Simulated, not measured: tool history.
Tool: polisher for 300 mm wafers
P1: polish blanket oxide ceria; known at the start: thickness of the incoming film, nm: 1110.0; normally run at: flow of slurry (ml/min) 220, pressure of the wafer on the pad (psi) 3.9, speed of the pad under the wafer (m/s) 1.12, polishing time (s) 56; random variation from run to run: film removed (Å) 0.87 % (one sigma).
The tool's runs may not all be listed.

run	hour	flow of slurry (ml/min)	pressure of the wafer on the pad (psi)	speed of the pad under the wafer (m/s)	polishing time (s)	wafers polished on this pad	hours since the slurry nozzle was cleaned	hours since the head pressure was calibrated	film removed (Å)
1	4.1	220	3.9	1.12	56	627	288.3	837.4	4135.9
2	10.0	220	1.9	1.12	56	667	294.2	843.3	1991.2
3	15.1	295	3.9	0.58	56	701	299.3	848.4	2178.6
4	18.9	130	3.9	1.12	56	727	303.1	852.2	3738.0
5	23.2	220	3.9	1.12	56	756	307.4	856.5	4072.5
6	26.9	220	3.9	1.12	56	782	311.1	860.2	4129.2
7	31.9	220	3.9	1.12	36	816	316.1	865.2	2617.6
8	35.8	220	3.9	1.12	89	842	320.0	869.1	6485.7
9	39.7	340	3.9	1.12	56	869	323.9	873.0	4324.6
10	44.9	220	6.1	1.12	56	904	329.1	878.2	6427.4
11	49.7	220	3.9	1.68	56	937	333.9	883.0	6156.8
12	55.7	220	3.9	1.50	31	977	339.9	889.0	3051.8
13	62.3	220	3.9	1.12	56	1022	346.5	895.6	4092.9
14	67.1	220	3.9	0.80	56	1055	351.3	900.4	2920.8
# hour 67.4: head pressure recalibrated
15	71.5	220	3.9	1.12	56	1085	355.7	4.2	4095.7
16	74.9	220	3.9	1.12	56	1108	359.1	7.6	4063.0
17	81.5	220	3.9	1.12	56	1153	365.7	14.2	4117.3
18	86.7	220	3.9	1.12	56	1188	370.9	19.4	3944.1
19	91.4	220	3.9	1.12	56	1220	375.6	24.1	3915.4
# hour 94.4: worn pad replaced by a new one
20	98.3	220	3.9	1.12	56	26	382.5	31.0	3895.0
21	103.7	220	3.9	1.12	56	63	387.9	36.4	3846.1
22	107.0	220	3.9	1.12	56	85	391.2	39.7	3861.7
23	110.4	220	3.9	1.12	56	109	394.6	43.1	3832.2
24	115.4	220	3.9	1.12	56	143	399.6	48.1	3906.2
25	121.8	220	3.9	1.12	56	186	406.0	54.5	3847.6

What P1 gives has crept away from where it was. These 2 causes fit the log equally well, each at the size given:
A: head's pressure below its setpoint, % = 5.95
B: slurry flow missing at the pad, % = 33.9
The creep began at about hour 74.9.
Why every other cause is out:
removal rate lost through wear of the pad, %: serviced at hour 94.4, which brought nothing back

4 check runs are offered, each on 3 wafers whose results are averaged, their results left as question marks. Which one tells the causes apart?
check 1	128.2	220	3.9	1.34	56				?
check 2	128.2	130	3.9	1.12	56				?
check 3	128.2	260	3.9	1.50	56				?
check 4	128.2	220	2.8	1.12	56				?

What each check would give under each cause:
check	result	if A	if B
check 1	film removed (Å)	4634.1	4634.0
check 2	film removed (Å)	3566.8	3434.4
check 3	film removed (Å)	5285.5	5332.7
check 4	film removed (Å)	2780.8	2780.8
How far apart the two closest causes lie, in the result that separates them most: check 1 0 %; check 2 3.78 %; check 3 0.89 %; check 4 0 %
Check 2 tells the causes apart: in the others they would give nearly the same result.

Check 2 was then run and gave: film removed (Å) 3418.8. Which cause is it?

It is B: slurry flow missing at the pad, %.
